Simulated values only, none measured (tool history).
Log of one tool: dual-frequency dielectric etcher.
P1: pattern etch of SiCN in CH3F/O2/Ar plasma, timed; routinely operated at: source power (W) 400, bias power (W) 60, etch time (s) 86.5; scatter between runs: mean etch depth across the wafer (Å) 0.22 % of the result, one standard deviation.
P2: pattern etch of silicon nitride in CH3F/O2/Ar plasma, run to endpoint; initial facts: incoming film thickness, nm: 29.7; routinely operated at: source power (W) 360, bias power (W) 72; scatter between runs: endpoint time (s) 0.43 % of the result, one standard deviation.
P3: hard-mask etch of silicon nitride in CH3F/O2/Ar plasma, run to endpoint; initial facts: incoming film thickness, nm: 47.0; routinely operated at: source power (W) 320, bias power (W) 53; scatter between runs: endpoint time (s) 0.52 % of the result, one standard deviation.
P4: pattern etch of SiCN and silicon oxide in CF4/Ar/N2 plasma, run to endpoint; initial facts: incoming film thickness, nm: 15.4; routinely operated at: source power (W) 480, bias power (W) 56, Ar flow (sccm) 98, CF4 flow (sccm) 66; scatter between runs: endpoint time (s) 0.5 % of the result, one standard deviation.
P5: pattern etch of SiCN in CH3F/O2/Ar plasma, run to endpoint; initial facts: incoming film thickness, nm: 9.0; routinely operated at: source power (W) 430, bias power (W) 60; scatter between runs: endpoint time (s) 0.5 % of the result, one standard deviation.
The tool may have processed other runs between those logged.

| run | hour | process that ran | source power (W) | bias power (W) | etch time (s) | Ar flow (sccm) | CF4 flow (sccm) | hours since the last wet clean | hours since the last source power generator calibration | hours since the last bias power generator calibration | mean etch depth across the wafer (Å) | endpoint time (s) |
|---|---|---|---|---|---|---|---|---|---|---|---|---|
| 1 | 3.8 | P1 | 400 | 60 | 86.5 |  |  | 199.7 | 1130.0 | 2597.8 | 302.49 |  |
| 2 | 6.6 | P1 | 400 | 75 | 66.0 |  |  | 202.5 | 1132.8 | 2600.6 | 249.18 |  |
| 3 | 10.0 | P1 | 310 | 60 | 86.5 |  |  | 205.9 | 1136.2 | 2604.0 | 275.13 |  |
| 4 | 13.9 | P1 | 400 | 60 | 86.5 |  |  | 209.8 | 1140.1 | 2607.9 | 301.54 |  |
| 5 | 17.3 | P2 | 360 | 72 |  |  |  | 213.2 | 1143.5 | 2611.3 |  | 44.833 |
| 6 | 22.7 | P3 | 320 | 53 |  |  |  | 218.6 | 1148.9 | 2616.7 |  | 82.969 |
| 7 | 28.1 | P1 | 400 | 60 | 57.5 |  |  | 224.0 | 1154.3 | 2622.1 | 200.85 |  |
| 8 | 33.2 | P4 | 480 | 34 |  | 98 | 66 | 229.1 | 1159.4 | 2627.2 |  | 20.622 |
| 9 | 38.3 | P5 | 430 | 85 |  |  |  | 234.2 | 1164.5 | 2632.3 |  | 21.960 |
| 10 | 43.9 | P1 | 400 | 45 | 86.5 |  |  | 239.8 | 1170.1 | 2637.9 | 276.15 |  |
| 11 | 49.4 | P2 | 360 | 72 |  |  |  | 245.3 | 1175.6 | 2643.4 |  | 45.069 |
| 12 | 53.9 | P1 | 400 | 60 | 86.5 |  |  | 249.8 | 1180.1 | 2647.9 | 302.98 |  |
| 13 | 56.9 | P2 | 230 | 72 |  |  |  | 252.8 | 1183.1 | 2650.9 |  | 53.422 |
| 14 | 61.8 | P4 | 330 | 56 |  | 98 | 66 | 257.7 | 1188.0 | 2655.8 |  | 24.791 |
| 15 | 65.7 | P1 | 400 | 60 | 86.5 |  |  | 261.6 | 1191.9 | 2659.7 | 303.12 |  |
| 16 | 69.4 | P3 | 320 | 73 |  |  |  | 265.3 | 1195.6 | 2663.4 |  | 73.670 |
| 17 | 72.9 | P5 | 260 | 60 |  |  |  | 268.8 | 1199.1 | 2666.9 |  | 30.170 |
| 18 | 78.5 | P4 | 480 | 56 |  | 98 | 92 | 274.4 | 1204.7 | 2672.5 |  | 16.948 |
| 19 | 81.4 | P1 | 550 | 60 | 86.5 |  |  | 277.3 | 1207.6 | 2675.4 | 341.96 |  |
| 20 | 87.1 | P3 | 250 | 53 |  |  |  | 283.0 | 1213.3 | 2681.1 |  | 90.368 |
| 21 | 92.6 | P1 | 400 | 60 | 86.5 |  |  | 288.5 | 1218.8 | 2686.6 | 300.57 |  |
| 22 | 97.4 | P1 | 400 | 72 | 86.5 |  |  | 293.3 | 1223.6 | 2691.4 | 322.74 |  |
| 23 | 102.0 | P2 | 360 | 46 |  |  |  | 297.9 | 1228.2 | 2696.0 |  | 52.463 |
| 24 | 106.5 | P1 | 400 | 60 | 86.5 |  |  | 302.4 | 1232.7 | 2700.5 | 303.20 |  |
| 25 | 109.3 | P5 | 430 | 60 |  |  |  | 305.2 | 1235.5 | 2703.3 |  | 24.623 |
| 26 | 114.2 | P4 | 480 | 56 |  | 98 | 66 | 310.1 | 1240.4 | 2708.2 |  | 17.860 |
| 27 | 119.2 | P4 | 480 | 56 |  | 70 | 66 | 315.1 | 1245.4 | 2713.2 |  | 16.856 |
| 28 | 124.1 | P4 | 480 | 56 |  | 98 | 66 | 320.0 | 1250.3 | 2718.1 |  | 17.841 |
| 29 | 127.6 | P5 | 430 | 60 |  |  |  | 323.5 | 1253.8 | 2721.6 |  | 24.901 |
| 30 | 130.5 | P1 | 400 | 60 | 127.0 |  |  | 326.4 | 1256.7 | 2724.5 | 443.27 |  |
| 31 | 135.3 | P1 | 400 | 60 | 86.5 |  |  | 331.2 | 1261.5 | 2729.3 | 303.29 |  |
| 32 | 140.7 | P1 | 400 | 60 | 86.5 |  |  | 336.6 | 1266.9 | 2734.7 | 299.53 |  |
| 33 | 143.6 | P1 | 400 | 60 | 86.5 |  |  | 339.5 | 1269.8 | 2737.6 | 299.73 |  |
| 34 | 149.0 | P1 | 400 | 60 | 86.5 |  |  | 344.9 | 1275.2 | 2743.0 | 298.79 |  |
| 35 | 152.9 | P1 | 400 | 60 | 86.5 |  |  | 348.8 | 1279.1 | 2746.9 | 298.56 |  |
| 36 | 155.8 | P1 | 400 | 60 | 86.5 |  |  | 351.7 | 1282.0 | 2749.8 | 298.60 |  |
| 37 | 159.8 | P1 | 400 | 60 | 86.5 |  |  | 355.7 | 1286.0 | 2753.8 | 297.76 |  |
|  | 162.4 | wet clean of the chamber |
| 38 | 163.1 | P1 | 400 | 60 | 86.5 |  |  | 0.8 | 1289.3 | 2757.1 | 297.79 |  |
| 39 | 168.9 | P1 | 400 | 60 | 86.5 |  |  | 6.6 | 1295.1 | 2762.9 | 298.65 |  |
| 40 | 172.1 | P1 | 400 | 60 | 86.5 |  |  | 9.8 | 1298.3 | 2766.1 | 298.02 |  |
| 41 | 176.5 | P1 | 400 | 60 | 86.5 |  |  | 14.2 | 1302.7 | 2770.5 | 297.15 |  |
| 42 | 179.6 | P1 | 400 | 60 | 86.5 |  |  | 17.3 | 1305.8 | 2773.6 | 296.43 |  |

P1 no longer gives what it gave before; its output has crept away from where it was. The following 2 causes, each at its listed size, fit the log equally well:
A: source power that arrives under what is set, % = 4.27
B: bias power that arrives under what is set, % = 4.81
The creep began at about hour 135.3.
Each remaining cause and why it is not a fit:
chamber walls in a state that lowers the etch rate, %: work on it at hour 162.4, done after the drift set in, did not restore what the process gave before

Consider the 4 check runs below, whose results appear as question marks and each of which averages 3 wafers. Which one distinguishes the causes, in that each cause would give it a clearly different result?
| check 1 | 182.7 | P3 | 320 | 67 |  |  |  |  |  |  |  | ? |
| check 2 | 182.7 | P4 | 400 | 56 |  | 98 | 77 |  |  |  |  | ? |
| check 3 | 182.7 | P5 | 310 | 80 |  |  |  |  |  |  |  | ? |
| check 4 | 182.7 | P2 | 360 | 55 |  |  |  |  |  |  |  | ? |

What every check run would give for each of its results, assuming each possible cause in turn:
| check | result | if A | if B |
|---|---|---|---|
| check 1 | endpoint time (s) | 77.697 | 77.719 |
| check 2 | endpoint time (s) | 21.215 | 20.726 |
| check 3 | endpoint time (s) | 25.757 | 25.805 |
| check 4 | endpoint time (s) | 50.165 | 50.118 |
Distance between the nearest two causes, measured in the result of the check that separates them most: check 1 0.03 %; check 2 2.33 %; check 3 0.18 %; check 4 0.09 %
The causes can be told apart only by check 2. The other checks would give nearly the same results under each of them.

The results of check 2 are: endpoint time (s) 21.317. Based on these, which of the listed causes is it?

It is A: source power that arrives under what is set, %.

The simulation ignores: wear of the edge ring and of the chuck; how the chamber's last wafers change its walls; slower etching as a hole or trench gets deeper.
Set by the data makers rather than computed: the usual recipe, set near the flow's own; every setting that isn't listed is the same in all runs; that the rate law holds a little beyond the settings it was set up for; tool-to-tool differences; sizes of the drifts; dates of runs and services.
